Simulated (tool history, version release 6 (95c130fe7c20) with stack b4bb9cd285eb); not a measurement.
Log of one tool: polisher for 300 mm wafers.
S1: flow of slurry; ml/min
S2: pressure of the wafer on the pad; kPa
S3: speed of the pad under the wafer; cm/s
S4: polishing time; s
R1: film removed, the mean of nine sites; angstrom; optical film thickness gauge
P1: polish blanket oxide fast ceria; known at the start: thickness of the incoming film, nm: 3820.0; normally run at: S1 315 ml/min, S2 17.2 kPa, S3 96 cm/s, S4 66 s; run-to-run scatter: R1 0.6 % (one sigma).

run    day   S1    S2   S3   S4      R1
  1  0.367  315  17.2   96   66  9606.7
  2  0.821  480    11   96   66  6366.1
  3  1.267  315  17.2   96   66  9717.2
  4  1.679  315  17.2   96   66  9780.6
  5  2.021  315  17.2   96   66  9627.5
  6  2.571  315  17.2  144   66   14489
  7  3.133  315   8.3   96   66  4620.6
  8  3.708  315  17.2   54   66  5337.2
  9  4.125  465  17.2   96   66    9865
 10  4.421  315  17.2   96   66    9631
 11  4.929  315  17.2   96   31  4523.7
 12  5.338  315  17.2   96  101   14597
 13  5.862  190  17.2   96   66  9140.7
 14  6.354  315  17.2   96   66  9678.4
 15  6.829  315  17.2   96   66  9633.1
 16  7.325  315  23.4   96   66   12978
 17  7.654  315  17.2   96   66  9560.6
 18  7.983  315  17.2   96   66  9464.1
 19  8.271  315  17.2   96   66  9374.9
     8.562  -- head pressure recalibrated
 20  8.712  315  17.2   96   66  9262.4
 21  9.283  315  17.2   96   66  9289.9
 22  9.579  315  17.2   96   66  9257.1
 23  9.967  315  17.2   96   66  9243.8

What P1 gives has crept away from where it was. These 2 causes fit the log equally well, each at the size given:
A: slurry flow missing at the pad, % = 36.3
B: removal rate lost through wear of the pad, % = 4.68
The creep began at about day 7.654.
Why every other cause is out:
head's pressure below its setpoint, %: serviced at day 8.562, which brought nothing back

4 check runs are offered, each on 3 wafers whose results are averaged, their results left as question marks. Which one tells the causes apart?
check 1  10.354  315   8.3   96  66   ?
check 2  10.354  315  13.1   96  66   ?
check 3  10.354  315  17.2  128  66   ?
check 4  10.354  190  17.2   96  44   ?

What each check would give under each cause:
  check  result    if A    if B
check 1      R1  4400.7  4400.1
check 2      R1  6967.8  6966.8
check 3      R1   12224   12222
check 4      R1  5619.1  5783.7
How far apart the two closest causes lie, in the result that separates them most: check 1 0.01 %; check 2 0.01 %; check 3 0.01 %; check 4 2.89 %
Only check 4 tells the causes apart: in the others they would give nearly the same result.

Then check 4 was run and gave: R1 5650.7 angstrom. Which cause is it?

It is A: slurry flow missing at the pad, %.

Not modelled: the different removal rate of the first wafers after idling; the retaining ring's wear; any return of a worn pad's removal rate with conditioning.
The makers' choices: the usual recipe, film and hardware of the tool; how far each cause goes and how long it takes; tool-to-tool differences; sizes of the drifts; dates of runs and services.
